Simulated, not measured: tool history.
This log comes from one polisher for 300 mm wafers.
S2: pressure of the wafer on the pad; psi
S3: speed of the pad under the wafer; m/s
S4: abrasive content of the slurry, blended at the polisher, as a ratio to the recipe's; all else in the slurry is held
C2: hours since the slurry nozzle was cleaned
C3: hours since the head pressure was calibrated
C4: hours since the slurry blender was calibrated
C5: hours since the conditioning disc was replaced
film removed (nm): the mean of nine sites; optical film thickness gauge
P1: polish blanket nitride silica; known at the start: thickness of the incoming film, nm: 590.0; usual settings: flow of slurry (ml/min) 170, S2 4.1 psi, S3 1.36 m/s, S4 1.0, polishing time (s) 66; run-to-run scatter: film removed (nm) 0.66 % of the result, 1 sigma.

{"run": 1, "hour": 11.5, "flow of slurry (ml/min)": 170, "S2": 4.1, "S3": 1.36, "S4": 1.0, "polishing time (s)": 66, "wafers polished on this pad": 341, "C2": 77.9, "C3": 945.7, "C4": 113.8, "C5": 190.1, "film removed (nm)": 52.356}
{"run": 2, "hour": 19.0, "flow of slurry (ml/min)": 170, "S2": 4.1, "S3": 1.36, "S4": 0.7, "polishing time (s)": 66, "wafers polished on this pad": 418, "C2": 85.4, "C3": 953.2, "C4": 121.3, "C5": 197.6, "film removed (nm)": 43.196}
{"run": 3, "hour": 31.4, "flow of slurry (ml/min)": 170, "S2": 4.1, "S3": 1.36, "S4": 1.0, "polishing time (s)": 66, "wafers polished on this pad": 545, "C2": 97.8, "C3": 965.6, "C4": 133.7, "C5": 210.0, "film removed (nm)": 52.373}
{"run": 4, "hour": 44.0, "flow of slurry (ml/min)": 170, "S2": 6.0, "S3": 1.36, "S4": 1.0, "polishing time (s)": 66, "wafers polished on this pad": 675, "C2": 110.4, "C3": 978.2, "C4": 146.3, "C5": 222.6, "film removed (nm)": 75.392}
{"hour": 51.4, "done": "worn pad replaced by a new one"}
{"run": 5, "hour": 54.5, "flow of slurry (ml/min)": 170, "S2": 4.1, "S3": 1.36, "S4": 1.4, "polishing time (s)": 66, "wafers polished on this pad": 31, "C2": 120.9, "C3": 988.7, "C4": 156.8, "C5": 233.1, "film removed (nm)": 60.666}
{"run": 6, "hour": 69.2, "flow of slurry (ml/min)": 170, "S2": 4.1, "S3": 1.88, "S4": 1.0, "polishing time (s)": 66, "wafers polished on this pad": 182, "C2": 135.6, "C3": 1003.4, "C4": 171.5, "C5": 247.8, "film removed (nm)": 68.374}
{"run": 7, "hour": 77.1, "flow of slurry (ml/min)": 170, "S2": 4.1, "S3": 1.36, "S4": 1.0, "polishing time (s)": 66, "wafers polished on this pad": 263, "C2": 143.5, "C3": 1011.3, "C4": 179.4, "C5": 255.7, "film removed (nm)": 52.409}
{"run": 8, "hour": 87.5, "flow of slurry (ml/min)": 170, "S2": 1.8, "S3": 1.36, "S4": 1.0, "polishing time (s)": 66, "wafers polished on this pad": 370, "C2": 153.9, "C3": 1021.7, "C4": 189.8, "C5": 266.1, "film removed (nm)": 23.209}
{"run": 9, "hour": 99.3, "flow of slurry (ml/min)": 100, "S2": 4.1, "S3": 1.36, "S4": 1.0, "polishing time (s)": 66, "wafers polished on this pad": 491, "C2": 165.7, "C3": 1033.5, "C4": 201.6, "C5": 277.9, "film removed (nm)": 46.887}
{"run": 10, "hour": 105.8, "flow of slurry (ml/min)": 170, "S2": 4.1, "S3": 1.36, "S4": 1.0, "polishing time (s)": 102, "wafers polished on this pad": 558, "C2": 172.2, "C3": 1040.0, "C4": 208.1, "C5": 284.4, "film removed (nm)": 81.134}
{"run": 11, "hour": 113.7, "flow of slurry (ml/min)": 170, "S2": 4.1, "S3": 0.86, "S4": 1.0, "polishing time (s)": 66, "wafers polished on this pad": 639, "C2": 180.1, "C3": 1047.9, "C4": 216.0, "C5": 292.3, "film removed (nm)": 36.186}
{"run": 12, "hour": 120.9, "flow of slurry (ml/min)": 170, "S2": 4.1, "S3": 1.36, "S4": 1.0, "polishing time (s)": 44, "wafers polished on this pad": 713, "C2": 187.3, "C3": 1055.1, "C4": 223.2, "C5": 299.5, "film removed (nm)": 34.937}
{"run": 13, "hour": 130.8, "flow of slurry (ml/min)": 170, "S2": 4.1, "S3": 1.36, "S4": 1.0, "polishing time (s)": 66, "wafers polished on this pad": 815, "C2": 197.2, "C3": 1065.0, "C4": 233.1, "C5": 309.4, "film removed (nm)": 52.229}
{"run": 14, "hour": 143.9, "flow of slurry (ml/min)": 170, "S2": 4.1, "S3": 1.36, "S4": 1.0, "polishing time (s)": 66, "wafers polished on this pad": 949, "C2": 210.3, "C3": 1078.1, "C4": 246.2, "C5": 322.5, "film removed (nm)": 52.152}
{"run": 15, "hour": 153.0, "flow of slurry (ml/min)": 170, "S2": 4.1, "S3": 1.36, "S4": 1.4, "polishing time (s)": 84, "wafers polished on this pad": 1043, "C2": 219.4, "C3": 1087.2, "C4": 255.3, "C5": 331.6, "film removed (nm)": 76.001}
{"run": 16, "hour": 161.8, "flow of slurry (ml/min)": 170, "S2": 4.1, "S3": 1.36, "S4": 1.0, "polishing time (s)": 66, "wafers polished on this pad": 1133, "C2": 228.2, "C3": 1096.0, "C4": 264.1, "C5": 340.4, "film removed (nm)": 51.658}
{"run": 17, "hour": 170.0, "flow of slurry (ml/min)": 235, "S2": 4.1, "S3": 1.36, "S4": 1.0, "polishing time (s)": 66, "wafers polished on this pad": 1217, "C2": 236.4, "C3": 1104.2, "C4": 272.3, "C5": 348.6, "film removed (nm)": 54.39}
{"run": 18, "hour": 181.8, "flow of slurry (ml/min)": 170, "S2": 4.1, "S3": 1.36, "S4": 1.0, "polishing time (s)": 66, "wafers polished on this pad": 1338, "C2": 248.2, "C3": 1116.0, "C4": 284.1, "C5": 360.4, "film removed (nm)": 52.478}
{"run": 19, "hour": 194.1, "flow of slurry (ml/min)": 170, "S2": 4.1, "S3": 1.36, "S4": 1.0, "polishing time (s)": 66, "wafers polished on this pad": 1465, "C2": 260.5, "C3": 1128.3, "C4": 296.4, "C5": 372.7, "film removed (nm)": 49.882}
{"run": 20, "hour": 205.5, "flow of slurry (ml/min)": 170, "S2": 4.1, "S3": 1.36, "S4": 1.0, "polishing time (s)": 66, "wafers polished on this pad": 1582, "C2": 271.9, "C3": 1139.7, "C4": 307.8, "C5": 384.1, "film removed (nm)": 48.744}

For run 21, what comes out?
{"hour": 211.0, "done": "conditioning disc replaced and pad reconditioned"}
{"run": 21, "hour": 218.1, "flow of slurry (ml/min)": 170, "S2": 4.1, "S3": 1.36, "S4": 1.0, "polishing time (s)": 66, "wafers polished on this pad": 1711, "C2": 284.5, "C3": 1152.3, "C4": 320.4, "C5": 7.2, "film removed (nm)": "?"}

Run 21 produced film removed (nm) 48.110.
